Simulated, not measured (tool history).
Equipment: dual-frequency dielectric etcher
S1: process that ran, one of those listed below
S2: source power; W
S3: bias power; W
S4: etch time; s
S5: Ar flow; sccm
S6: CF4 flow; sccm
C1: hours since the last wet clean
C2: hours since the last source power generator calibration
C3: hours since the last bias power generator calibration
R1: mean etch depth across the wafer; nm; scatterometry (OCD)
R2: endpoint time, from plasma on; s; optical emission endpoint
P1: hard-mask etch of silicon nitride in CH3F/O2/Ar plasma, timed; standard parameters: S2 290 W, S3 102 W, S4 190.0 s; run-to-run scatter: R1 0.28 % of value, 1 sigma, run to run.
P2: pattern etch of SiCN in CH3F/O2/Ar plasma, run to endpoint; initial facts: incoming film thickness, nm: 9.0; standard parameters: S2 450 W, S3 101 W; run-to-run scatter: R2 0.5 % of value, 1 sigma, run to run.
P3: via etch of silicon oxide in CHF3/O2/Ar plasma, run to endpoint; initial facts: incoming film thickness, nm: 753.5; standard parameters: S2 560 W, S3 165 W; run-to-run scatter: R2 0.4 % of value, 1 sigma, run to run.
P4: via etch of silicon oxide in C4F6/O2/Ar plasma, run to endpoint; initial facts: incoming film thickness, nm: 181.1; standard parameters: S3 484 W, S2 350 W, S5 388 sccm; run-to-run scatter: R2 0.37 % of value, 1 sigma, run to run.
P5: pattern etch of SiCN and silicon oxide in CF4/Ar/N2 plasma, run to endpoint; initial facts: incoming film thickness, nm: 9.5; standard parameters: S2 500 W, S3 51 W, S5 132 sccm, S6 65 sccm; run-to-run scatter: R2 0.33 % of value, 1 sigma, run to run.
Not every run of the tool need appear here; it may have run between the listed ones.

run	hour	S1	S2	S3	S4	S5	S6	C1	C2	C3	R1	R2
1	2.5	P1	290	102	190.0			71.1	1059.6	2075.3	137.940	
2	6.6	P1	290	102	190.0			75.2	1063.7	2079.4	137.400	
3	10.2	P1	290	127	190.0			78.8	1067.3	2083.0	150.450	
4	13.4	P1	230	68	190.0			82.0	1070.5	2086.2	109.010	
5	17.7	P2	450	101				86.3	1074.8	2090.5		20.256
6	20.7	P1	290	102	130.0			89.3	1077.8	2093.5	94.197	
7	23.2	P4	220	484		388		91.8	1080.3	2096.0		50.451
8	26.9	P1	290	102	273.5			95.5	1084.0	2099.7	199.020	
9	30.3	P1	290	68	190.0			98.9	1087.4	2103.1	118.840	
10	33.1	P4	350	484		271		101.7	1090.2	2105.9		40.647
11	35.5	P3	350	165				104.1	1092.6	2108.3		500.940
12	39.5	P1	290	102	190.0			108.1	1096.6	2112.3	138.190	
13	41.5	P2	450	82				110.1	1098.6	2114.3		21.858
14	44.5	P5	500	51		164	65	113.1	1101.6	2117.3		12.250
15	46.8	P3	560	165				115.4	1103.9	2119.6		419.290
16	49.2	P5	500	51		132	65	117.8	1106.3	2122.0		11.756
17	52.1	P1	290	102	190.0			120.7	1109.2	2124.9	137.970	
18	54.9	P1	290	102	190.0			123.5	1112.0	2127.7	138.450	
19	57.8	P5	500	51		132	80	126.4	1114.9	2130.6		11.377
20	61.1	P5	650	51		132	65	129.7	1118.2	2133.9		9.400
21	64.8	P2	610	101				133.4	1121.9	2137.6		18.081
22	67.3	P4	350	624		388		135.9	1124.4	2140.1		38.481
23	71.1	P2	450	101				139.7	1128.2	2143.9		20.181
24	75.2	P1	290	83	248.5			143.8	1132.3	2148.0	167.030	
25	77.1	P1	210	102	190.0			145.7	1134.2	2149.9	122.340	
26	81.3	P4	350	484		388		149.9	1138.4	2154.1		42.580
27	84.2	P1	290	102	190.0			152.8	1141.3	2157.0	137.460	
28	88.0	P5	500	40		132	65	156.6	1145.1	2160.8		12.824
29	91.7	P1	290	102	190.0			160.3	1148.8	2164.5	137.490	
30	93.7	P3	560	128				162.3	1150.8	2166.5		456.710
31	97.1	P1	400	102	190.0			165.7	1154.2	2169.9	156.060	
32	99.5	P1	290	102	190.0			168.1	1156.6	2172.3	137.820	

What will run 33 give?
33	103.7	P1	290	102	190.0			172.3	1160.8	2176.5	?	

Run 33 produced R1 139.730 nm.
